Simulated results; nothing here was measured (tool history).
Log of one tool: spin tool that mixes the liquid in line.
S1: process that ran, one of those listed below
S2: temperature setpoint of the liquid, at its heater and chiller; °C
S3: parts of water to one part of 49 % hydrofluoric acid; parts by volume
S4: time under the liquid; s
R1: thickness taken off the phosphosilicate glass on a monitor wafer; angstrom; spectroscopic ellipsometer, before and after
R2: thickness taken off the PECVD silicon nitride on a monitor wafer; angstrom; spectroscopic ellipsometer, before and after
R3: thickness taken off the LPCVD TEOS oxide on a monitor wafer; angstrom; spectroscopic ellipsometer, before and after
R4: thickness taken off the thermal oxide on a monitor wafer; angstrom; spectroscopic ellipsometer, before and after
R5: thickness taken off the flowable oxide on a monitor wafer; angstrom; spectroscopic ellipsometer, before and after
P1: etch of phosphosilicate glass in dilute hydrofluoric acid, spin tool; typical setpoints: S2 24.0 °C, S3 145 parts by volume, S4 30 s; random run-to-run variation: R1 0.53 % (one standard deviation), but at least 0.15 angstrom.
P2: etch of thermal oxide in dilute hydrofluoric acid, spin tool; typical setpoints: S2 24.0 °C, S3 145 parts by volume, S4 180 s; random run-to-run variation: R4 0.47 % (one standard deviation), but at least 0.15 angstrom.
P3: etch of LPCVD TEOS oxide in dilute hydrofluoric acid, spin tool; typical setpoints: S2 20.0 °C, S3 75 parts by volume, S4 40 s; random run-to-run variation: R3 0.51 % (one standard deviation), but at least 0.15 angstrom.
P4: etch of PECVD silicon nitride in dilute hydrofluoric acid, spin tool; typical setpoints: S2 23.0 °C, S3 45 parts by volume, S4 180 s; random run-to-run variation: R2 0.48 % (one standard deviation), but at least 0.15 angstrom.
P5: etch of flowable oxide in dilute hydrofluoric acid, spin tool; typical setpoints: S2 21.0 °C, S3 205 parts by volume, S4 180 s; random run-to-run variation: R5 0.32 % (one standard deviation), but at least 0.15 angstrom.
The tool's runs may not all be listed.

Run 1, hour 8.0: S1 P1, S2 24.0 °C, S3 145 parts by volume, S4 30 s. Result: R1 309.69 angstrom.
Run 2, hour 11.6: S1 P4, S2 23.0 °C, S3 45 parts by volume, S4 45 s. Result: R2 31.841 angstrom.
Run 3, hour 15.5: S1 P1, S2 17.0 °C, S3 65 parts by volume, S4 30 s. Result: R1 563.52 angstrom.
Run 4, hour 21.8: S1 P1, S2 31.5 °C, S3 145 parts by volume, S4 30 s. Result: R1 409.11 angstrom.
Run 5, hour 26.6: S1 P1, S2 24.0 °C, S3 145 parts by volume, S4 15 s. Result: R1 154.66 angstrom.
Run 6, hour 32.7: S1 P1, S2 24.0 °C, S3 240 parts by volume, S4 30 s. Result: R1 169.03 angstrom.
Run 7, hour 40.6: S1 P4, S2 23.0 °C, S3 45 parts by volume, S4 180 s. Result: R2 126.670 angstrom.
Run 8, hour 46.2: S1 P3, S2 20.0 °C, S3 75 parts by volume, S4 15 s. Result: R3 96.542 angstrom.
Run 9, hour 51.2: S1 P3, S2 20.0 °C, S3 110 parts by volume, S4 40 s. Result: R3 167.460 angstrom.
Run 10, hour 57.7: S1 P2, S2 24.0 °C, S3 65 parts by volume, S4 180 s. Result: R4 137.400 angstrom.
Run 11, hour 61.4: S1 P1, S2 24.0 °C, S3 145 parts by volume, S4 45 s. Result: R1 459.44 angstrom.
Run 12, hour 69.4: S1 P5, S2 29.5 °C, S3 205 parts by volume, S4 180 s. Result: R5 412.23 angstrom.
Run 13, hour 73.3: S1 P5, S2 21.0 °C, S3 205 parts by volume, S4 180 s. Result: R5 301.26 angstrom.
Run 14, hour 79.5: S1 P2, S2 24.0 °C, S3 145 parts by volume, S4 95 s. Result: R4 29.444 angstrom.
Run 15, hour 86.0: S1 P1, S2 18.5 °C, S3 145 parts by volume, S4 30 s. Result: R1 250.65 angstrom.
Run 16, hour 91.7: S1 P1, S2 24.0 °C, S3 145 parts by volume, S4 30 s. Result: R1 311.47 angstrom.
Run 17, hour 98.1: S1 P4, S2 23.0 °C, S3 25 parts by volume, S4 180 s. Result: R2 224.770 angstrom.
Run 18, hour 104.4: S1 P3, S2 17.0 °C, S3 75 parts by volume, S4 40 s. Result: R3 224.340 angstrom.
Run 19, hour 110.9: S1 P3, S2 20.0 °C, S3 75 parts by volume, S4 40 s. Result: R3 258.160 angstrom.
Run 20, hour 117.3: S1 P4, S2 27.5 °C, S3 45 parts by volume, S4 180 s. Result: R2 171.380 angstrom.
Run 21, hour 122.2: S1 P5, S2 21.0 °C, S3 205 parts by volume, S4 180 s. Result: R5 301.57 angstrom.
Run 22, hour 126.6: S1 P2, S2 18.5 °C, S3 145 parts by volume, S4 180 s. Result: R4 44.792 angstrom.
Run 23, hour 132.0: S1 P1, S2 24.0 °C, S3 145 parts by volume, S4 30 s. Result: R1 310.72 angstrom.
Run 24, hour 137.6: S1 P1, S2 24.0 °C, S3 145 parts by volume, S4 30 s. Result: R1 309.23 angstrom.
Run 25, hour 142.6: S1 P5, S2 21.0 °C, S3 325 parts by volume, S4 180 s. Result: R5 169.74 angstrom.
Run 26, hour 149.4: S1 P1, S2 24.0 °C, S3 145 parts by volume, S4 30 s. Result: R1 308.87 angstrom.
Run 27, hour 153.1: S1 P5, S2 21.0 °C, S3 205 parts by volume, S4 275 s. Result: R5 463.83 angstrom.
Run 28, hour 158.9: S1 P1, S2 24.0 °C, S3 40 parts by volume, S4 30 s. Result: R1 1289.20 angstrom.
Run 29, hour 165.2: S1 P2, S2 24.0 °C, S3 145 parts by volume, S4 180 s. Result: R4 55.731 angstrom.
Run 30, hour 169.9: S1 P3, S2 20.0 °C, S3 75 parts by volume, S4 40 s. Result: R3 254.240 angstrom.
Run 31, hour 174.9: S1 P1, S2 24.0 °C, S3 145 parts by volume, S4 30 s. Result: R1 309.27 angstrom.
Run 32, hour 182.9: S1 P1, S2 24.0 °C, S3 145 parts by volume, S4 30 s. Result: R1 318.22 angstrom.
Run 33, hour 190.7: S1 P1, S2 24.0 °C, S3 145 parts by volume, S4 30 s. Result: R1 322.92 angstrom.
Run 34, hour 197.2: S1 P1, S2 24.0 °C, S3 145 parts by volume, S4 30 s. Result: R1 321.72 angstrom.
Run 35, hour 203.6: S1 P1, S2 24.0 °C, S3 145 parts by volume, S4 30 s. Result: R1 321.89 angstrom.
Run 36, hour 210.0: S1 P1, S2 24.0 °C, S3 145 parts by volume, S4 30 s. Result: R1 325.66 angstrom.
Run 37, hour 217.2: S1 P1, S2 24.0 °C, S3 145 parts by volume, S4 30 s. Result: R1 324.22 angstrom.
Run 38, hour 224.1: S1 P1, S2 24.0 °C, S3 145 parts by volume, S4 30 s. Result: R1 329.31 angstrom.
Run 39, hour 228.4: S1 P1, S2 24.0 °C, S3 145 parts by volume, S4 30 s. Result: R1 324.49 angstrom.
Run 40, hour 235.2: S1 P1, S2 24.0 °C, S3 145 parts by volume, S4 30 s. Result: R1 330.64 angstrom.
Run 41, hour 242.5: S1 P1, S2 24.0 °C, S3 145 parts by volume, S4 30 s. Result: R1 328.45 angstrom.

Something has made what P1 gives creep away from where it was; the 2 causes below, each at its own stated size, fit the log equally well:
A: liquid hotter than its thermometer reads (K) = 1.49
B: hydrofluoric acid flow above the setpoint (%) = 4.97
Onset of the creep was near hour 174.9.

4 check runs are offered, one wafer each, their results left as question marks. Which one tells the causes apart?
Run check 1, hour 249.8: S1 P5, S2 21.0 °C, S3 205 parts by volume, S4 180 s. Result: R5 ?.
Run check 2, hour 249.8: S1 P4, S2 23.0 °C, S3 45 parts by volume, S4 180 s. Result: R2 ?.
Run check 3, hour 249.8: S1 P2, S2 24.0 °C, S3 145 parts by volume, S4 180 s. Result: R4 ?.
Run check 4, hour 249.8: S1 P3, S2 20.0 °C, S3 75 parts by volume, S4 40 s. Result: R3 ?.

Expected result of each check under each candidate cause:
  check  result     if A     if B
check 1      R5   319.87   320.51
check 2      R2  140.970  133.600
check 3      R4   59.127   59.112
check 4      R3  272.880  270.380
Gap, in per cent, between the two causes that each check separates least, read from the result that separates them most: check 1 0.2 %; check 2 5.37 %; check 3 0.03 %; check 4 0.92 %
Check 2 is the one run that separates the causes; every other check would come out nearly the same whichever cause is at work.

With check 2 done, the readings were: R2 134.080 angstrom. Identify which of the listed causes applies.

The cause is B: hydrofluoric acid flow above the setpoint (%).

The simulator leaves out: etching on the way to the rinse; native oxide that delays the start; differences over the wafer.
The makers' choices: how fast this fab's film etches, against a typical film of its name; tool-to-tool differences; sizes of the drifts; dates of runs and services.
